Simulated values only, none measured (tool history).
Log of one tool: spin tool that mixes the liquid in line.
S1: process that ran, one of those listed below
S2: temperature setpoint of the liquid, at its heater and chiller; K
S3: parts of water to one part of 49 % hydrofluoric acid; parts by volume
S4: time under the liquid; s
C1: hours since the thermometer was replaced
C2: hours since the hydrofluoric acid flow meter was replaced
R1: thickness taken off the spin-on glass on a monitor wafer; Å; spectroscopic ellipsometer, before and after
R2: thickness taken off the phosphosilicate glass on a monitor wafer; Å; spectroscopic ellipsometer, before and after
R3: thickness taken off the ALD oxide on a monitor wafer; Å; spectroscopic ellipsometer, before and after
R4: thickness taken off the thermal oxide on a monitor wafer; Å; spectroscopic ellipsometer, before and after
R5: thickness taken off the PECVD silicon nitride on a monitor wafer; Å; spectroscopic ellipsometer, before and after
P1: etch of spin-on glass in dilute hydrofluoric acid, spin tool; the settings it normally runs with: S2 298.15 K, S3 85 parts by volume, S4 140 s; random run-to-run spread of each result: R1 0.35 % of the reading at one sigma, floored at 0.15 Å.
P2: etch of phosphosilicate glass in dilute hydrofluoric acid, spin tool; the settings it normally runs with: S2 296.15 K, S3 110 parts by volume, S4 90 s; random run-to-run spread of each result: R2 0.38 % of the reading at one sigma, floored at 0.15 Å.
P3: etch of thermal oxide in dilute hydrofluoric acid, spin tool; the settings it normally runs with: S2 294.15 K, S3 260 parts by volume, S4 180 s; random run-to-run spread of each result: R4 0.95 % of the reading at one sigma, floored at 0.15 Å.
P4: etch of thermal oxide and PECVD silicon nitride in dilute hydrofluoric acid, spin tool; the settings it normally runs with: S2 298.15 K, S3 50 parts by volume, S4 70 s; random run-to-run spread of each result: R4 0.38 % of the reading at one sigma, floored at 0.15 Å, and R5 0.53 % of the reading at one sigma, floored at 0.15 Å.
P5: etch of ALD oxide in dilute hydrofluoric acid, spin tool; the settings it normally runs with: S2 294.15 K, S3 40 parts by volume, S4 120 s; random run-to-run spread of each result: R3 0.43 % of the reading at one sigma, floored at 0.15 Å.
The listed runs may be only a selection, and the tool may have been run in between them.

| run | day | S1 | S2 | S3 | S4 | C1 | C2 | R1 | R2 | R3 | R4 | R5 |
|---|---|---|---|---|---|---|---|---|---|---|---|---|
| 1 | 0.517 | P1 | 298.15 | 85 | 140 | 1463.6 | 220.2 | 555.09 |  |  |  |  |
| 2 | 0.900 | P2 | 296.15 | 110 | 90 | 1472.8 | 229.4 |  | 569.13 |  |  |  |
| 3 | 1.262 | P5 | 294.15 | 20 | 120 | 1481.5 | 238.1 |  |  | 917.81 |  |  |
| 4 | 1.633 | P3 | 301.15 | 260 | 180 | 1490.4 | 247.0 |  |  |  | 33.8210 |  |
| 5 | 1.988 | P1 | 298.15 | 85 | 55 | 1498.9 | 255.5 | 219.21 |  |  |  |  |
| 6 | 2.479 | P4 | 298.15 | 50 | 70 | 1510.7 | 267.3 |  |  |  | 72.0460 | 80.233 |
| 7 | 2.762 | P1 | 298.15 | 85 | 140 | 1517.5 | 274.1 | 557.13 |  |  |  |  |
| 8 | 3.117 | P1 | 294.65 | 85 | 140 | 1526.0 | 282.6 | 484.59 |  |  |  |  |
| 9 | 3.454 | P1 | 298.15 | 85 | 260 | 1534.1 | 290.7 | 1036.80 |  |  |  |  |
| 10 | 3.883 | P2 | 296.15 | 110 | 90 | 1544.4 | 301.0 |  | 564.75 |  |  |  |
| 11 | 4.362 | P1 | 298.15 | 45 | 220 | 1555.9 | 312.5 | 1740.50 |  |  |  |  |
| 12 | 4.696 | P1 | 304.15 | 85 | 140 | 1563.9 | 320.5 | 698.97 |  |  |  |  |
| 13 | 5.104 | P3 | 294.15 | 260 | 180 | 1573.7 | 330.3 |  |  |  | 26.1670 |  |
| 14 | 5.479 | P1 | 298.15 | 85 | 140 | 1582.7 | 339.3 | 556.01 |  |  |  |  |
| 15 | 5.896 | P3 | 294.15 | 260 | 45 | 1592.7 | 349.3 |  |  |  | 6.7344 |  |
| 16 | 6.404 | P5 | 294.15 | 40 | 70 | 1604.9 | 361.5 |  |  | 261.51 |  |  |
| 17 | 6.883 | P1 | 305.65 | 120 | 140 | 1616.4 | 373.0 | 496.03 |  |  |  |  |
| 18 | 7.233 | P5 | 290.15 | 40 | 120 | 1624.8 | 381.4 |  |  | 374.96 |  |  |
| 19 | 7.629 | P4 | 291.65 | 50 | 70 | 1634.3 | 390.9 |  |  |  | 55.1460 | 52.060 |
| 20 | 7.892 | P2 | 296.15 | 110 | 20 | 1640.6 | 397.2 |  | 125.70 |  |  |  |
| 21 | 8.154 | P1 | 298.15 | 25 | 140 | 1646.9 | 403.5 | 2059.30 |  |  |  |  |
| 22 | 8.425 | P5 | 294.15 | 40 | 120 | 1653.4 | 410.0 |  |  | 449.21 |  |  |
| 23 | 8.779 | P1 | 298.15 | 135 | 140 | 1661.9 | 418.5 | 330.91 |  |  |  |  |
| 24 | 9.025 | P4 | 298.15 | 25 | 70 | 1667.8 | 424.4 |  |  |  | 149.7600 | 157.220 |
| 25 | 9.471 | P1 | 304.65 | 140 | 140 | 1678.5 | 435.1 | 400.14 |  |  |  |  |
| 26 | 9.738 | P1 | 298.15 | 85 | 140 | 1684.9 | 441.5 | 556.27 |  |  |  |  |
| 27 | 10.150 | P3 | 294.15 | 50 | 180 | 1694.8 | 451.4 |  |  |  | 169.5900 |  |
| 28 | 10.408 | P2 | 291.65 | 110 | 90 | 1701.0 | 457.6 |  | 469.30 |  |  |  |
| 29 | 10.900 | P4 | 298.15 | 50 | 115 | 1712.8 | 469.4 |  |  |  | 118.8800 | 132.970 |
| 30 | 11.304 | P2 | 296.15 | 45 | 90 | 1722.5 | 479.1 |  | 1511.50 |  |  |  |
| 31 | 11.692 | P1 | 298.15 | 85 | 140 | 1731.8 | 488.4 | 554.36 |  |  |  |  |
| 32 | 12.083 | P1 | 298.15 | 85 | 140 | 1741.2 | 497.8 | 543.68 |  |  |  |  |
| 33 | 12.375 | P1 | 298.15 | 85 | 140 | 1748.2 | 504.8 | 529.30 |  |  |  |  |
| 34 | 12.783 | P1 | 298.15 | 85 | 140 | 1758.0 | 514.6 | 527.07 |  |  |  |  |

Run 35 is up next; what results do you expect?
| 35 | 13.279 | P1 | 298.15 | 85 | 140 | 1769.9 | 526.5 | ? |  |  |  |  |

For run 35 the tool returned R1 518.85 Å.
